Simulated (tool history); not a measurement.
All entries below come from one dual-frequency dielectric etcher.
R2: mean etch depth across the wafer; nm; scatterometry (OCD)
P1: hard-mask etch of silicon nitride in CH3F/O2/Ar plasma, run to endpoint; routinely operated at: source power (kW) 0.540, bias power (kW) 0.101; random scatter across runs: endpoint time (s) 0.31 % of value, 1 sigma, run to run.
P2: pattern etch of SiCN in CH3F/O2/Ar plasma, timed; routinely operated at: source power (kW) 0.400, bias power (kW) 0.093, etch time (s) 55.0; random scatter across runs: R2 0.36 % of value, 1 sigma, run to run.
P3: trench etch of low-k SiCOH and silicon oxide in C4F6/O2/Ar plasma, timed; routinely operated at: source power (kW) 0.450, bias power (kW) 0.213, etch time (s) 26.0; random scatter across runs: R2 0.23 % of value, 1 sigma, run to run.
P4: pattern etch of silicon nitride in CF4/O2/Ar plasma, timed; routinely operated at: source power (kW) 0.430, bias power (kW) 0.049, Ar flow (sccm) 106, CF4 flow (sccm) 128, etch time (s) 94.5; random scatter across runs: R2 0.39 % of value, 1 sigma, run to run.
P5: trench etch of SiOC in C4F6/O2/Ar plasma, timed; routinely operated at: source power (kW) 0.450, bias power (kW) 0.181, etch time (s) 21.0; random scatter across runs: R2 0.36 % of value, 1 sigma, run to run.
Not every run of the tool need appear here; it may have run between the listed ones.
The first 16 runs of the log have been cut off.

{"run": 17, "hour": 227.8, "process that ran": "P1", "source power (kW)": 0.54, "bias power (kW)": 0.101, "endpoint time (s)": 31.965}
{"run": 18, "hour": 245.9, "process that ran": "P1", "source power (kW)": 0.54, "bias power (kW)": 0.101, "endpoint time (s)": 31.968}
{"run": 19, "hour": 262.9, "process that ran": "P5", "source power (kW)": 0.45, "bias power (kW)": 0.181, "etch time (s)": 21.0, "R2": 46.946}
{"run": 20, "hour": 278.5, "process that ran": "P1", "source power (kW)": 0.54, "bias power (kW)": 0.101, "endpoint time (s)": 31.769}
{"run": 21, "hour": 296.3, "process that ran": "P1", "source power (kW)": 0.54, "bias power (kW)": 0.101, "endpoint time (s)": 31.896}
{"run": 22, "hour": 312.8, "process that ran": "P1", "source power (kW)": 0.66, "bias power (kW)": 0.101, "endpoint time (s)": 29.567}
{"run": 23, "hour": 323.8, "process that ran": "P4", "source power (kW)": 0.43, "bias power (kW)": 0.049, "etch time (s)": 94.5, "Ar flow (sccm)": 106, "CF4 flow (sccm)": 128, "R2": 155.57}
{"run": 24, "hour": 338.0, "process that ran": "P1", "source power (kW)": 0.54, "bias power (kW)": 0.101, "endpoint time (s)": 31.829}
{"run": 25, "hour": 347.2, "process that ran": "P4", "source power (kW)": 0.43, "bias power (kW)": 0.031, "etch time (s)": 94.5, "Ar flow (sccm)": 106, "CF4 flow (sccm)": 128, "R2": 133.51}
{"run": 26, "hour": 364.0, "process that ran": "P5", "source power (kW)": 0.45, "bias power (kW)": 0.181, "etch time (s)": 21.0, "R2": 46.929}
{"run": 27, "hour": 376.3, "process that ran": "P4", "source power (kW)": 0.43, "bias power (kW)": 0.049, "etch time (s)": 94.5, "Ar flow (sccm)": 137, "CF4 flow (sccm)": 128, "R2": 151.4}
{"run": 28, "hour": 385.7, "process that ran": "P1", "source power (kW)": 0.35, "bias power (kW)": 0.101, "endpoint time (s)": 37.757}
{"run": 29, "hour": 402.1, "process that ran": "P5", "source power (kW)": 0.45, "bias power (kW)": 0.111, "etch time (s)": 21.0, "R2": 40.674}

Forecast run 30:
{"run": 30, "hour": 418.3, "process that ran": "P3", "source power (kW)": 0.45, "bias power (kW)": 0.213, "etch time (s)": 38.0, "R2": "?"}

Run 30 measured R2 131.000 nm.
